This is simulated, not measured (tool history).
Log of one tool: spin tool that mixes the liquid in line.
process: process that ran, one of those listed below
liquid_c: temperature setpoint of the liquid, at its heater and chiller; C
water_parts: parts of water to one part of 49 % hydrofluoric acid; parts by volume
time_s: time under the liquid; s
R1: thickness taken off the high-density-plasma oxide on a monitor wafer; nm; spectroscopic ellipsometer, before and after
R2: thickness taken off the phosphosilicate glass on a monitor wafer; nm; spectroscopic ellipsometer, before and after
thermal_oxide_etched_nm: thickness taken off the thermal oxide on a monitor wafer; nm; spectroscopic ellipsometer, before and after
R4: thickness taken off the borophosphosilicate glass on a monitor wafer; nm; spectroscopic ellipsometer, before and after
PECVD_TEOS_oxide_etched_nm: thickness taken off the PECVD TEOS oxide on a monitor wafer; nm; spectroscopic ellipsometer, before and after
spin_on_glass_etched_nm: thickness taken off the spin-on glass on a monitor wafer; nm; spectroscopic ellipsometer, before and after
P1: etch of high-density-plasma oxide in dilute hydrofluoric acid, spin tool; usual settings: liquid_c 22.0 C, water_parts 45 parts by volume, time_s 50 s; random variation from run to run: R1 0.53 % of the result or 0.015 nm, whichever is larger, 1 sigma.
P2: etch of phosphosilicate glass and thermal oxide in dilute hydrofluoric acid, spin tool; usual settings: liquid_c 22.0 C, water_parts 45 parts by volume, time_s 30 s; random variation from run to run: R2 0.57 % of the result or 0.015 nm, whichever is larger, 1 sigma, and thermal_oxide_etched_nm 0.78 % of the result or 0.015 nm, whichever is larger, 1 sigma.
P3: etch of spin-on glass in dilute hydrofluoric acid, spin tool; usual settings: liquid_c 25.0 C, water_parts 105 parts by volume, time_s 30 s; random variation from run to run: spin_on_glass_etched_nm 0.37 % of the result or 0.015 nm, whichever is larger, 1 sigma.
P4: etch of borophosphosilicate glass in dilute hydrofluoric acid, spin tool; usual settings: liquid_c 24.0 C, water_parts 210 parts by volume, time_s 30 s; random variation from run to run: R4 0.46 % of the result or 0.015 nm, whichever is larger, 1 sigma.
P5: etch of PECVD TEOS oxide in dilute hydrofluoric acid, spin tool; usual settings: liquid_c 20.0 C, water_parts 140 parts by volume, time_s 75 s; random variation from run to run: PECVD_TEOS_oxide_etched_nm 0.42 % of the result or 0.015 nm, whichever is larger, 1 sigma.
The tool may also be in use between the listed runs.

Run 1, hour 11.7: process P1, liquid_c 22.0 C, water_parts 45 parts by volume, time_s 50 s. Result: R1 5.3146 nm.
Run 2, hour 26.0: process P1, liquid_c 22.0 C, water_parts 25 parts by volume, time_s 50 s. Result: R1 9.9298 nm.
Run 3, hour 34.5: process P1, liquid_c 22.0 C, water_parts 45 parts by volume, time_s 50 s. Result: R1 5.4002 nm.
Run 4, hour 44.4: process P1, liquid_c 22.0 C, water_parts 65 parts by volume, time_s 85 s. Result: R1 6.1681 nm.
Run 5, hour 61.3: process P2, liquid_c 22.0 C, water_parts 75 parts by volume, time_s 30 s. Result: R2 45.807 nm, thermal_oxide_etched_nm 1.6495 nm.
Run 6, hour 78.1: process P1, liquid_c 22.0 C, water_parts 45 parts by volume, time_s 50 s. Result: R1 5.4228 nm.
Run 7, hour 93.8: process P1, liquid_c 22.0 C, water_parts 25 parts by volume, time_s 80 s. Result: R1 15.7700 nm.
Run 8, hour 105.9: process P4, liquid_c 24.0 C, water_parts 210 parts by volume, time_s 30 s. Result: R4 6.2417 nm.
Run 9, hour 114.9: process P2, liquid_c 22.0 C, water_parts 45 parts by volume, time_s 15 s. Result: R2 39.870 nm, thermal_oxide_etched_nm 1.4148 nm.
Run 10, hour 128.5: process P4, liquid_c 24.0 C, water_parts 375 parts by volume, time_s 30 s. Result: R4 2.9909 nm.
Run 11, hour 142.1: process P2, liquid_c 22.0 C, water_parts 45 parts by volume, time_s 30 s. Result: R2 79.345 nm, thermal_oxide_etched_nm 2.8598 nm.
Run 12, hour 153.0: process P1, liquid_c 22.0 C, water_parts 65 parts by volume, time_s 50 s. Result: R1 3.6547 nm.
Run 13, hour 171.6: process P1, liquid_c 22.0 C, water_parts 45 parts by volume, time_s 50 s. Result: R1 5.3590 nm.
Run 14, hour 180.0: process P2, liquid_c 17.0 C, water_parts 45 parts by volume, time_s 30 s. Result: R2 64.740 nm, thermal_oxide_etched_nm 2.3065 nm.
Run 15, hour 195.5: process P4, liquid_c 18.5 C, water_parts 210 parts by volume, time_s 30 s. Result: R4 5.1672 nm.
Run 16, hour 207.4: process P1, liquid_c 28.0 C, water_parts 45 parts by volume, time_s 50 s. Result: R1 6.8869 nm.
Run 17, hour 217.4: process P5, liquid_c 17.0 C, water_parts 140 parts by volume, time_s 75 s. Result: PECVD_TEOS_oxide_etched_nm 5.982 nm.
Run 18, hour 235.9: process P4, liquid_c 24.0 C, water_parts 210 parts by volume, time_s 55 s. Result: R4 11.5130 nm.
Run 19, hour 250.1: process P1, liquid_c 17.0 C, water_parts 45 parts by volume, time_s 50 s. Result: R1 4.3162 nm.
Run 20, hour 261.2: process P1, liquid_c 22.0 C, water_parts 45 parts by volume, time_s 15 s. Result: R1 1.5998 nm.
Run 21, hour 274.3: process P3, liquid_c 25.0 C, water_parts 105 parts by volume, time_s 30 s. Result: spin_on_glass_etched_nm 10.8910 nm.
Run 22, hour 285.1: process P5, liquid_c 20.0 C, water_parts 140 parts by volume, time_s 150 s. Result: PECVD_TEOS_oxide_etched_nm 13.440 nm.
Run 23, hour 295.5: process P3, liquid_c 25.0 C, water_parts 105 parts by volume, time_s 15 s. Result: spin_on_glass_etched_nm 5.4008 nm.
Run 24, hour 314.0: process P3, liquid_c 17.5 C, water_parts 105 parts by volume, time_s 30 s. Result: spin_on_glass_etched_nm 8.0093 nm.
Run 25, hour 325.5: process P1, liquid_c 22.0 C, water_parts 45 parts by volume, time_s 85 s. Result: R1 9.1449 nm.
Run 26, hour 335.2: process P4, liquid_c 24.0 C, water_parts 210 parts by volume, time_s 30 s. Result: R4 6.3165 nm.
Run 27, hour 344.0: process P1, liquid_c 22.0 C, water_parts 45 parts by volume, time_s 50 s. Result: R1 5.4393 nm.
Run 28, hour 358.1: process P1, liquid_c 29.5 C, water_parts 45 parts by volume, time_s 15 s. Result: R1 2.2090 nm.
Run 29, hour 374.9: process P5, liquid_c 20.0 C, water_parts 140 parts by volume, time_s 75 s. Result: PECVD_TEOS_oxide_etched_nm 6.689 nm.
Run 30, hour 389.2: process P5, liquid_c 20.0 C, water_parts 30 parts by volume, time_s 75 s. Result: PECVD_TEOS_oxide_etched_nm 35.679 nm.

Run 31 comes next. What will it give?
Run 31, hour 406.5: process P3, liquid_c 25.0 C, water_parts 70 parts by volume, time_s 30 s. Result: spin_on_glass_etched_nm ?.

Run 31 measured spin_on_glass_etched_nm 17.0680 nm.

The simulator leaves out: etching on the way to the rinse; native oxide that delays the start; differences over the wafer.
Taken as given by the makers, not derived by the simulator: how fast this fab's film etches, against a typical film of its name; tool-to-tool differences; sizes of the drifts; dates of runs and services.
